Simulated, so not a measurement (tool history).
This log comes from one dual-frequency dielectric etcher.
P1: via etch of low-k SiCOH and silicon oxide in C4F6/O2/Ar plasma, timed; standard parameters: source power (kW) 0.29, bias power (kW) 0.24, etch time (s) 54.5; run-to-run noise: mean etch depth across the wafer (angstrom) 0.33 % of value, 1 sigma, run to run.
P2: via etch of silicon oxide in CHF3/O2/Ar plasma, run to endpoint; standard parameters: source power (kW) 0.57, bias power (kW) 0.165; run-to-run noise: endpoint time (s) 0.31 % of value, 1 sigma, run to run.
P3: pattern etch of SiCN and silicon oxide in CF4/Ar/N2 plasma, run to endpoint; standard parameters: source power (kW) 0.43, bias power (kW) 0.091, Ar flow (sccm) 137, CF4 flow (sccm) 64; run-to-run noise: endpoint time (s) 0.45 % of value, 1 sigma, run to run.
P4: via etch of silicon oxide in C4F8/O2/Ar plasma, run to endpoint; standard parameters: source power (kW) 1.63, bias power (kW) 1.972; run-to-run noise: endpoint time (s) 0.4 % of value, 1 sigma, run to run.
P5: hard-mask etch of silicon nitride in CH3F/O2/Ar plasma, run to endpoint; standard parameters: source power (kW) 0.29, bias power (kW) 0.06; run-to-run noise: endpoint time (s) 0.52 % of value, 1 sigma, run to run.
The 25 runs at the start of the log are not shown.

run   hour  process that ran  source power (kW)  bias power (kW)  etch time (s)  Ar flow (sccm)  CF4 flow (sccm)  hours since the last wet clean  hours since the last source power generator calibration  hours since the last bias power generator calibration  mean etch depth across the wafer (angstrom)  endpoint time (s)
       290  -- source power generator calibrated
 26  294.5                P3               0.43            0.091                            137               64                           677.6                                                      4.5                                                 2432.2                                                          10.446
 27  306.4                P4               1.63            1.972                                                                           689.5                                                     16.4                                                 2444.1                                                          299.61
 28  313.9                P2               0.57            0.165                                                                             697                                                     23.9                                                 2451.6                                                          423.62
 29  321.7                P5                0.4             0.06                                                                           704.8                                                     31.7                                                 2459.4                                                          87.688
 30  332.7                P4               1.63            1.972                                                                           715.8                                                     42.7                                                 2470.4                                                          299.44
 31  344.1                P3               0.43            0.053                            137               64                           727.2                                                     54.1                                                 2481.8                                                          12.697
 32  359.8                P3               0.31            0.091                            137               64                           742.9                                                     69.8                                                 2497.5                                                          13.896
 33  373.8                P1                0.4             0.24           54.5                                                            756.9                                                     83.8                                                 2511.5                                       1441.3
 34  384.7                P1               0.29             0.24           54.5                                                            767.8                                                     94.7                                                 2522.4                                       1278.4
 35  395.7                P1               0.29             0.24           54.5                                                            778.8                                                    105.7                                                 2533.4                                       1279.6

What does the tool deliver on the next run?
 36  402.9                P1               0.29             0.24           54.5                                                              786                                                    112.9                                                 2540.6                                            ?

mean etch depth across the wafer (angstrom): 1268.3
